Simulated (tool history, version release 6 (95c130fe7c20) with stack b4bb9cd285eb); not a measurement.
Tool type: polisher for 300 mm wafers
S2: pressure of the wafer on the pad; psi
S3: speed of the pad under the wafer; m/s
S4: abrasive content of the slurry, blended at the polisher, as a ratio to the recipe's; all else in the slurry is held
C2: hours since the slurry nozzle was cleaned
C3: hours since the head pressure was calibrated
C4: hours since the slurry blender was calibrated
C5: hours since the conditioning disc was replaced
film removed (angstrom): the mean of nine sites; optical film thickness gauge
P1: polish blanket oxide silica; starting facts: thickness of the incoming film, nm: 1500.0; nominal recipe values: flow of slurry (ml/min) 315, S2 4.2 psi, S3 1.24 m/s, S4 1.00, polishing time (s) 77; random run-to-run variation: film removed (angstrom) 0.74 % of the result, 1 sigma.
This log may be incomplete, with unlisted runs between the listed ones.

run 1 hour=5.6 | flow_of_slurry_(ml/min)=315 S2=4.2 S3=1.24 S4=1.00 polishing_time_(s)=77 | wafers_polished_on_this_pad=713 C2=149.9 C3=603.0 C4=101.5 C5=192.9 | film_removed_(angstrom)=2755.80
run 2 hour=10.5 | flow_of_slurry_(ml/min)=315 S2=4.2 S3=1.24 S4=1.00 polishing_time_(s)=77 | wafers_polished_on_this_pad=740 C2=154.8 C3=607.9 C4=106.4 C5=197.8 | film_removed_(angstrom)=2729.80
run 3 hour=15.0 | flow_of_slurry_(ml/min)=315 S2=4.2 S3=1.24 S4=1.00 polishing_time_(s)=116 | wafers_polished_on_this_pad=765 C2=159.3 C3=612.4 C4=110.9 C5=202.3 | film_removed_(angstrom)=4109.30
run 4 hour=19.0 | flow_of_slurry_(ml/min)=315 S2=4.2 S3=1.24 S4=1.00 polishing_time_(s)=77 | wafers_polished_on_this_pad=788 C2=163.3 C3=616.4 C4=114.9 C5=206.3 | film_removed_(angstrom)=2685.60
run 5 hour=24.6 | flow_of_slurry_(ml/min)=190 S2=4.2 S3=1.24 S4=1.00 polishing_time_(s)=77 | wafers_polished_on_this_pad=819 C2=168.9 C3=622.0 C4=120.5 C5=211.9 | film_removed_(angstrom)=2587.60
run 6 hour=28.6 | flow_of_slurry_(ml/min)=315 S2=4.2 S3=1.24 S4=1.45 polishing_time_(s)=77 | wafers_polished_on_this_pad=842 C2=172.9 C3=626.0 C4=124.5 C5=215.9 | film_removed_(angstrom)=3157.60
run 7 hour=33.4 | flow_of_slurry_(ml/min)=315 S2=4.2 S3=1.24 S4=1.00 polishing_time_(s)=41 | wafers_polished_on_this_pad=868 C2=177.7 C3=630.8 C4=129.3 C5=220.7 | film_removed_(angstrom)=1438.90
run 8 hour=40.1 | flow_of_slurry_(ml/min)=315 S2=3.1 S3=1.24 S4=0.65 polishing_time_(s)=77 | wafers_polished_on_this_pad=906 C2=184.4 C3=637.5 C4=136.0 C5=227.4 | film_removed_(angstrom)=1632.60
run 9 hour=46.4 | flow_of_slurry_(ml/min)=475 S2=4.2 S3=1.24 S4=1.00 polishing_time_(s)=77 | wafers_polished_on_this_pad=941 C2=190.7 C3=643.8 C4=142.3 C5=233.7 | film_removed_(angstrom)=2796.30
run 10 hour=49.9 | flow_of_slurry_(ml/min)=315 S2=4.2 S3=1.24 S4=0.55 polishing_time_(s)=77 | wafers_polished_on_this_pad=961 C2=194.2 C3=647.3 C4=145.8 C5=237.2 | film_removed_(angstrom)=1989.70
run 11 hour=54.5 | flow_of_slurry_(ml/min)=315 S2=4.2 S3=1.24 S4=1.00 polishing_time_(s)=77 | wafers_polished_on_this_pad=987 C2=198.8 C3=651.9 C4=150.4 C5=241.8 | film_removed_(angstrom)=2732.60
run 12 hour=59.5 | flow_of_slurry_(ml/min)=315 S2=4.2 S3=1.24 S4=1.00 polishing_time_(s)=77 | wafers_polished_on_this_pad=1015 C2=203.8 C3=656.9 C4=155.4 C5=246.8 | film_removed_(angstrom)=2717.40
run 13 hour=63.3 | flow_of_slurry_(ml/min)=315 S2=4.2 S3=0.56 S4=1.00 polishing_time_(s)=77 | wafers_polished_on_this_pad=1036 C2=207.6 C3=660.7 C4=159.2 C5=250.6 | film_removed_(angstrom)=1415.00
run 14 hour=68.4 | flow_of_slurry_(ml/min)=315 S2=2.4 S3=1.24 S4=1.00 polishing_time_(s)=77 | wafers_polished_on_this_pad=1065 C2=212.7 C3=665.8 C4=164.3 C5=255.7 | film_removed_(angstrom)=1542.80
run 15 hour=71.4 | flow_of_slurry_(ml/min)=315 S2=6.0 S3=1.24 S4=1.00 polishing_time_(s)=77 | wafers_polished_on_this_pad=1081 C2=215.7 C3=668.8 C4=167.3 C5=258.7 | film_removed_(angstrom)=3903.30
run 16 hour=77.8 | flow_of_slurry_(ml/min)=315 S2=4.2 S3=1.24 S4=1.00 polishing_time_(s)=77 | wafers_polished_on_this_pad=1117 C2=222.1 C3=675.2 C4=173.7 C5=265.1 | film_removed_(angstrom)=2716.20
run 17 hour=83.0 | flow_of_slurry_(ml/min)=315 S2=4.2 S3=0.56 S4=1.00 polishing_time_(s)=47 | wafers_polished_on_this_pad=1146 C2=227.3 C3=680.4 C4=178.9 C5=270.3 | film_removed_(angstrom)=884.07
run 18 hour=87.0 | flow_of_slurry_(ml/min)=315 S2=3.1 S3=1.24 S4=1.35 polishing_time_(s)=77 | wafers_polished_on_this_pad=1169 C2=231.3 C3=684.4 C4=182.9 C5=274.3 | film_removed_(angstrom)=2271.50
run 19 hour=91.3 | flow_of_slurry_(ml/min)=315 S2=4.2 S3=1.86 S4=1.00 polishing_time_(s)=77 | wafers_polished_on_this_pad=1193 C2=235.6 C3=688.7 C4=187.2 C5=278.6 | film_removed_(angstrom)=3771.80
run 20 hour=98.0 | flow_of_slurry_(ml/min)=315 S2=4.2 S3=1.24 S4=1.00 polishing_time_(s)=77 | wafers_polished_on_this_pad=1230 C2=242.3 C3=695.4 C4=193.9 C5=285.3 | film_removed_(angstrom)=2706.60
run 21 hour=101.2 | flow_of_slurry_(ml/min)=315 S2=4.2 S3=1.24 S4=1.00 polishing_time_(s)=77 | wafers_polished_on_this_pad=1248 C2=245.5 C3=698.6 C4=197.1 C5=288.5 | film_removed_(angstrom)=2642.10
run 22 hour=107.0 | flow_of_slurry_(ml/min)=315 S2=4.2 S3=1.24 S4=1.00 polishing_time_(s)=77 | wafers_polished_on_this_pad=1281 C2=251.3 C3=704.4 C4=202.9 C5=294.3 | film_removed_(angstrom)=2445.70
run 23 hour=112.6 | flow_of_slurry_(ml/min)=315 S2=4.2 S3=1.24 S4=1.00 polishing_time_(s)=77 | wafers_polished_on_this_pad=1312 C2=256.9 C3=710.0 C4=208.5 C5=299.9 | film_removed_(angstrom)=2398.80

Estimate the outcome of run 24 from the log above:
-- hour=115.3 head pressure recalibrated
-- hour=116.7 conditioning disc replaced and pad reconditioned
run 24 hour=117.7 | flow_of_slurry_(ml/min)=315 S2=4.2 S3=1.24 S4=1.00 polishing_time_(s)=77 | wafers_polished_on_this_pad=1341 C2=262.0 C3=2.4 C4=213.6 C5=1.1 | film_removed_(angstrom)=?

For run 24 the tool returned film removed (angstrom) 2366.60.
